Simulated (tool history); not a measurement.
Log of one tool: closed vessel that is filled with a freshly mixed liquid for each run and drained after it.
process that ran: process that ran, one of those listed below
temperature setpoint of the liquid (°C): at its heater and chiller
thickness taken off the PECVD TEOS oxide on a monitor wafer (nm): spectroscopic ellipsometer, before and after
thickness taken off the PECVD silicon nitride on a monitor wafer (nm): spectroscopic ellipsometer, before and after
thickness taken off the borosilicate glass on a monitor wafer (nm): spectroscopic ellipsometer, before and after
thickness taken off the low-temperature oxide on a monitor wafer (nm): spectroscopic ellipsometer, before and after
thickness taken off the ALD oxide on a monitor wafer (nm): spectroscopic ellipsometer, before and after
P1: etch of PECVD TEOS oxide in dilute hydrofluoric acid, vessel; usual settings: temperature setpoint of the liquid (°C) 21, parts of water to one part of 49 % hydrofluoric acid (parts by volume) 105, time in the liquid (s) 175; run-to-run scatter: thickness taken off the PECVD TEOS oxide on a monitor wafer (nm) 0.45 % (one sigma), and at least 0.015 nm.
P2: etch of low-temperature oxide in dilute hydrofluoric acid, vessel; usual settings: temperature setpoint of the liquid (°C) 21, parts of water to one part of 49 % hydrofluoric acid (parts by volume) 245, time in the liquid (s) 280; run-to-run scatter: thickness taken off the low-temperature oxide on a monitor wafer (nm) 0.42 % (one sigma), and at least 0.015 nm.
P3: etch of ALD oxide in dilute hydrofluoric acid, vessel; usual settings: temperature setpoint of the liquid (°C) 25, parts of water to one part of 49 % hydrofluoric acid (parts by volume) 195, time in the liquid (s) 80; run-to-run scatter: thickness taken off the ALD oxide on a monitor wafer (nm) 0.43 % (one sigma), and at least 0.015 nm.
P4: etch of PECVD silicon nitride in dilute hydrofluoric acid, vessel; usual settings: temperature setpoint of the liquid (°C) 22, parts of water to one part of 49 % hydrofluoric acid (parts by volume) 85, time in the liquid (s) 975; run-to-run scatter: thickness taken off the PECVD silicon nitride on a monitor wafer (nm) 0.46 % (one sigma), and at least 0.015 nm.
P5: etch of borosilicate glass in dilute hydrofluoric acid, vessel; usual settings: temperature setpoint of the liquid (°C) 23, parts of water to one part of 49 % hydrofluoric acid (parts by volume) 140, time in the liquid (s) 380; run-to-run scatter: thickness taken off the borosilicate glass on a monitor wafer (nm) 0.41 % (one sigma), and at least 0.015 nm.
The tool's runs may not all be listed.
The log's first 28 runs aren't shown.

run	hour	process that ran	temperature setpoint of the liquid (°C)	parts of water to one part of 49 % hydrofluoric acid (parts by volume)	time in the liquid (s)	thickness taken off the PECVD TEOS oxide on a monitor wafer (nm)	thickness taken off the PECVD silicon nitride on a monitor wafer (nm)	thickness taken off the borosilicate glass on a monitor wafer (nm)	thickness taken off the low-temperature oxide on a monitor wafer (nm)	thickness taken off the ALD oxide on a monitor wafer (nm)
29	342.3	P2	21	245	30				2.3496	
30	352.6	P2	21	145	280				41.029	
31	367.1	P5	17	140	380			42.146		
32	384.3	P1	21	155	175	19.968				
33	393	P1	21	105	175	31.011				
34	403.5	P1	21	105	175	31.974				
35	417.1	P1	21	105	175	32.473				
36	432.3	P1	21	105	175	33.332				
37	449.3	P1	21	105	175	33.469				
38	462.3	P1	21	105	175	33.78				
39	473.5	P1	21	105	175	33.916				
40	485.1	P1	21	105	175	34.052				

The next listed run, before its measurement:
41	492.9	P1	21	105	175	?				

{"run 41": {"thickness taken off the PECVD TEOS oxide on a monitor wafer (nm)": 33.868}}
